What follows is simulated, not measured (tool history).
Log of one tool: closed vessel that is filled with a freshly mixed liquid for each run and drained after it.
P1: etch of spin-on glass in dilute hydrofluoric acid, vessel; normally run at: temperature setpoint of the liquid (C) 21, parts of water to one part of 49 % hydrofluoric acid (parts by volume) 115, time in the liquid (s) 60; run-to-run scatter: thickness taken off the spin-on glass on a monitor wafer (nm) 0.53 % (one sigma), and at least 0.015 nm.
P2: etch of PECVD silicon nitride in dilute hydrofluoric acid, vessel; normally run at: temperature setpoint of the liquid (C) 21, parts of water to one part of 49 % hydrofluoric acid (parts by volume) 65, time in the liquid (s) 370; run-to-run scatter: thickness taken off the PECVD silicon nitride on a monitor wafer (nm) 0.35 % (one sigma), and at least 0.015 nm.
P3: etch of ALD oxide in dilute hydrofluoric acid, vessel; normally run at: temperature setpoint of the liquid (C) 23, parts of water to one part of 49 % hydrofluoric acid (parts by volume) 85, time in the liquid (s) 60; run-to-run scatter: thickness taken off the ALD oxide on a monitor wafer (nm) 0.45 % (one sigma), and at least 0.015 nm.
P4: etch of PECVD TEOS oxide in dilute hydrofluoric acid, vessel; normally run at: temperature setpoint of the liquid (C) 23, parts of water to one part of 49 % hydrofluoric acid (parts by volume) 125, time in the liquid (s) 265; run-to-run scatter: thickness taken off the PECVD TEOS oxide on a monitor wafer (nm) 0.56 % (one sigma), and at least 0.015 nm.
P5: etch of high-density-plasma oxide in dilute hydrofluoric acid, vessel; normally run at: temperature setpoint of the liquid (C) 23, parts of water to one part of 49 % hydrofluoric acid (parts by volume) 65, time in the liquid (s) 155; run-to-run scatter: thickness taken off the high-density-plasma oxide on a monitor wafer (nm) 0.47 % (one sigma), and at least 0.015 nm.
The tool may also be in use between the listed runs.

run,day,process that ran,temperature setpoint of the liquid (C),parts of water to one part of 49 % hydrofluoric acid (parts by volume),time in the liquid (s),hours since the thermometer was replaced,hours since the hydrofluoric acid flow meter was replaced,thickness taken off the spin-on glass on a monitor wafer (nm),thickness taken off the ALD oxide on a monitor wafer (nm),thickness taken off the PECVD TEOS oxide on a monitor wafer (nm),thickness taken off the PECVD silicon nitride on a monitor wafer (nm),thickness taken off the high-density-plasma oxide on a monitor wafer (nm)
1,0.421,P1,21,115,60,599,586.5,15.316,,,,
2,0.817,P1,25,115,95,608.5,596,28.693,,,,
3,1.471,P3,23,30,60,624.2,611.7,,48.164,,,
4,2.092,P4,23,220,265,639.1,626.6,,,29.422,,
5,2.733,P1,21,185,60,654.5,642,8.8669,,,,
6,3.129,P1,21,115,60,664,651.5,15.577,,,,
7,3.654,P2,21,100,370,676.6,664.1,,,,5.1879,
8,4.275,P4,17.5,125,265,691.5,679,,,45.827,,
9,4.817,P3,23,85,60,704.5,692,,15.815,,,
10,5.242,P5,23,65,155,714.7,702.2,,,,,11.903
11,5.733,P2,25,65,370,726.5,714,,,,10.36,
12,6.083,P1,21,115,60,734.9,722.4,15.532,,,,
13,6.592,P5,19,65,155,747.1,734.6,,,,,10.196
14,6.912,P1,26,115,60,754.8,742.3,18.858,,,,
15,7.496,P4,23,125,265,768.8,756.3,,,57.674,,
16,7.796,P5,23,65,280,776,763.5,,,,,21.411
17,8.417,P1,21,45,60,790.9,778.4,42.914,,,,
18,8.708,P1,21,115,100,797.9,785.4,25.774,,,,
19,9.233,P3,19.5,85,60,810.5,798,,13.718,,,
20,9.796,P1,21,115,60,824,811.5,15.464,,,,
21,10.438,P3,23,85,30,839.4,826.9,,7.8823,,,
22,11.058,P5,23,65,155,854.3,841.8,,,,,11.856
23,11.612,P2,21,65,370,867.6,855.1,,,,7.8344,
24,12.221,P1,17,115,60,882.2,869.7,13.13,,,,
25,12.712,P2,21,65,30,894,881.5,,,,0.63559,
26,13.179,P5,23,20,155,905.2,892.7,,,,,40.827
27,13.662,P4,23,125,105,916.8,904.3,,,22.477,,
28,14.167,P3,23,85,60,928.9,916.4,,15.83,,,
29,14.629,P1,21,115,30,940,927.5,7.809,,,,
30,15.167,P1,21,115,60,952.9,940.4,15.52,,,,
31,15.479,P4,23,125,265,960.4,947.9,,,56.56,,
32,16.067,P2,21,65,370,974.5,962,,,,7.9118,
33,16.538,P1,21,115,60,985.8,973.3,15.47,,,,
34,16.979,P1,21,115,60,996.4,983.9,14.774,,,,
35,17.3,P1,21,115,60,1004.1,991.6,14.615,,,,
36,17.662,P1,21,115,60,1012.8,1000.3,14.557,,,,
37,18.071,P1,21,115,60,1022.6,1010.1,14.241,,,,

Run 38 comes next. What will it give?
38,18.742,P1,21,115,60,1038.7,1026.2,?,,,,

Run 38 gave thickness taken off the spin-on glass on a monitor wafer (nm) 14.323.

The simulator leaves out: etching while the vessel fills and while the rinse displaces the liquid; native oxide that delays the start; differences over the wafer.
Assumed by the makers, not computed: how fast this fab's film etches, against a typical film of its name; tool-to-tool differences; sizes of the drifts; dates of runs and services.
